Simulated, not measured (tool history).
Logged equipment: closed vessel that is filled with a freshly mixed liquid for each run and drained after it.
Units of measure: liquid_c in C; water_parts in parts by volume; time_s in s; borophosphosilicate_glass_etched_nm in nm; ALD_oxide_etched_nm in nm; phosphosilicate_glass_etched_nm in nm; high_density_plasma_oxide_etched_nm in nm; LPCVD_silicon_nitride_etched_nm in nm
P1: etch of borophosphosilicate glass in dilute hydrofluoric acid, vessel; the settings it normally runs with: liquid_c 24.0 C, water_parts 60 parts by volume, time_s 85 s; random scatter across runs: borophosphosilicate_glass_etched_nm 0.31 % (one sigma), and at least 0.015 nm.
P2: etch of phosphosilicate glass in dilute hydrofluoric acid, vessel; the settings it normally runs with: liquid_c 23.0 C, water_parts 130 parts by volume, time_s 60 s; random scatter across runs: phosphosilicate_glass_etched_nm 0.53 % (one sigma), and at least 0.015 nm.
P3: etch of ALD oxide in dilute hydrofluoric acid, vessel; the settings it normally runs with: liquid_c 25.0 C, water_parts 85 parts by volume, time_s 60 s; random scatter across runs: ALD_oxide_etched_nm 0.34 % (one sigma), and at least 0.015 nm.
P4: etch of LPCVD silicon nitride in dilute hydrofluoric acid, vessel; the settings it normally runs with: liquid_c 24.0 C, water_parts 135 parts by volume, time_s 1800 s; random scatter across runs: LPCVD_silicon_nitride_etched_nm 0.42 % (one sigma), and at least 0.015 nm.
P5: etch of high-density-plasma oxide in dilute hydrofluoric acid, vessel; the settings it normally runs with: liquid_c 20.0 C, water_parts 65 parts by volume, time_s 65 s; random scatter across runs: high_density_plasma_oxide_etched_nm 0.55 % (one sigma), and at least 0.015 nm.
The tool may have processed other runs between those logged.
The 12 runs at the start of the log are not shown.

run,hour,process,liquid_c,water_parts,time_s,borophosphosilicate_glass_etched_nm,ALD_oxide_etched_nm,phosphosilicate_glass_etched_nm,high_density_plasma_oxide_etched_nm,LPCVD_silicon_nitride_etched_nm
13,54.9,P2,23.0,45,60,,,154.630,,
14,60.0,P1,18.0,60,85,41.775,,,,
15,64.9,P1,24.0,60,85,53.844,,,,
16,69.1,P2,23.0,130,60,,,48.381,,
17,72.3,P4,24.0,135,1800,,,,,6.7378
18,75.6,P1,24.0,60,155,98.335,,,,
19,80.6,P1,24.0,60,85,53.948,,,,
20,86.3,P5,20.0,65,95,,,,8.6836,
21,92.3,P3,25.0,85,120,,41.893,,,
22,96.1,P4,24.0,135,3385,,,,,12.7700
23,100.6,P4,18.5,135,1800,,,,,4.6817
24,103.5,P4,24.0,30,1800,,,,,29.7610
25,106.9,P3,25.0,85,60,,21.027,,,
26,110.2,P2,17.0,130,60,,,37.763,,

Forecast run 27:
27,114.4,P3,19.0,85,60,,?,,,

For run 27 the tool returned ALD_oxide_etched_nm 16.390 nm.
